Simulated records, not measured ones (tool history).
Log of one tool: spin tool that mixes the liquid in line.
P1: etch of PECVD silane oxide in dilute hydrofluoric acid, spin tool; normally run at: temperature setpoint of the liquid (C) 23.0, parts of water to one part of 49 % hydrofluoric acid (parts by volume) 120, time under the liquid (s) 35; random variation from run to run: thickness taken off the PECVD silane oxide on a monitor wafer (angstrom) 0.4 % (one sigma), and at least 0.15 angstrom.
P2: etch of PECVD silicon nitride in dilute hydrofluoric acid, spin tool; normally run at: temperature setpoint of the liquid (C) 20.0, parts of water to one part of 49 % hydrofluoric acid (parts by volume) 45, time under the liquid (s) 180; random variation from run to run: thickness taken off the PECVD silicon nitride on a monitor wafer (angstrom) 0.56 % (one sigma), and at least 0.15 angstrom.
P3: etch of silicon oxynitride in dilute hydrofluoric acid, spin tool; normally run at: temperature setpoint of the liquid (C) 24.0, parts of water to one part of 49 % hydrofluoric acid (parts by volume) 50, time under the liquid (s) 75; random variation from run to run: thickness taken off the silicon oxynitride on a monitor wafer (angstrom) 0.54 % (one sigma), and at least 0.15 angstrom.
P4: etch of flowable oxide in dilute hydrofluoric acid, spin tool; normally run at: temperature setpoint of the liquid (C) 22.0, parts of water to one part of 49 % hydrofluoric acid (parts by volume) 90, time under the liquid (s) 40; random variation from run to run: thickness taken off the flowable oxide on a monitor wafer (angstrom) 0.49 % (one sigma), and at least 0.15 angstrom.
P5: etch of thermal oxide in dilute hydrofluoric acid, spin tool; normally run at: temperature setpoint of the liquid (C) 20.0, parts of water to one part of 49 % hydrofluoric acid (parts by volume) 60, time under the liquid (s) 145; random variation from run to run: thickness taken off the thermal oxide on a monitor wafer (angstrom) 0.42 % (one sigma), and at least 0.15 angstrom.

run,hour,process that ran,temperature setpoint of the liquid (C),parts of water to one part of 49 % hydrofluoric acid (parts by volume),time under the liquid (s),hours since the thermometer was replaced,hours since the hydrofluoric acid flow meter was replaced,thickness taken off the PECVD silane oxide on a monitor wafer (angstrom),thickness taken off the flowable oxide on a monitor wafer (angstrom),thickness taken off the PECVD silicon nitride on a monitor wafer (angstrom),thickness taken off the thermal oxide on a monitor wafer (angstrom),thickness taken off the silicon oxynitride on a monitor wafer (angstrom)
1,12.7,P1,23.0,120,35,1868.6,456.4,93.888,,,,
2,25.5,P4,22.0,90,40,1881.4,469.2,,82.606,,,
3,33.5,P2,20.0,45,15,1889.4,477.2,,,4.1651,,
4,43.9,P5,20.0,105,145,1899.8,487.6,,,,53.286,
5,56.7,P1,23.0,30,35,1912.6,500.4,420.240,,,,
6,72.4,P5,20.0,60,285,1928.3,516.1,,,,192.550,
7,86.1,P1,23.0,120,35,1942.0,529.8,93.505,,,,
8,101.9,P5,20.0,60,145,1957.8,545.6,,,,97.833,
9,114.6,P2,20.0,45,180,1970.5,558.3,,,51.5120,,
10,122.2,P2,25.0,45,180,1978.1,565.9,,,72.2090,,
11,135.9,P1,23.0,120,35,1991.8,579.6,94.437,,,,
12,146.1,P4,22.0,90,80,2002.0,589.8,,166.450,,,
13,157.6,P1,23.0,120,15,2013.5,601.3,40.340,,,,
14,165.7,P1,23.0,120,35,2021.6,609.4,93.557,,,,
15,181.3,P1,23.0,50,15,2037.2,625.0,105.940,,,,
16,196.2,P1,17.0,120,65,2052.1,639.9,136.940,,,,
17,205.1,P1,23.0,120,70,2061.0,648.8,187.820,,,,
18,219.2,P3,24.0,50,25,2075.1,662.9,,,,,15.252
19,226.8,P1,23.0,120,35,2082.7,670.5,94.155,,,,
20,240.4,P4,22.0,45,40,2096.3,684.1,,176.980,,,
21,255.7,P2,20.0,45,180,2111.6,699.4,,,51.3380,,
22,264.9,P2,20.0,75,180,2120.8,708.6,,,31.3160,,
23,277.6,P3,32.0,50,75,2133.5,721.3,,,,,66.285
# hour 286.8: thermometer replaced
24,292.1,P1,19.0,120,35,5.4,735.8,80.146,,,,
25,307.6,P1,23.0,120,35,20.9,751.3,93.579,,,,
26,316.2,P4,22.0,90,40,29.5,759.9,,82.967,,,
27,323.5,P3,24.0,50,75,36.8,767.2,,,,,45.555
28,332.9,P3,24.0,85,75,46.2,776.6,,,,,26.036
29,341.7,P1,26.5,120,35,55.0,785.4,108.390,,,,
30,357.2,P1,23.0,190,35,70.5,800.9,54.569,,,,
31,365.1,P5,20.0,60,145,78.4,808.8,,,,97.547,
32,374.1,P5,17.0,60,145,87.4,817.8,,,,86.176,
33,387.3,P4,30.0,90,40,100.6,831.0,,113.390,,,
34,397.1,P1,23.0,120,35,110.4,840.8,94.126,,,,
35,408.3,P1,23.0,120,35,121.6,852.0,98.020,,,,

Run 36 comes next. What will it give?
36,415.7,P1,23.0,120,35,129.0,859.4,?,,,,

Run 36 gave thickness taken off the PECVD silane oxide on a monitor wafer (angstrom) 99.488.
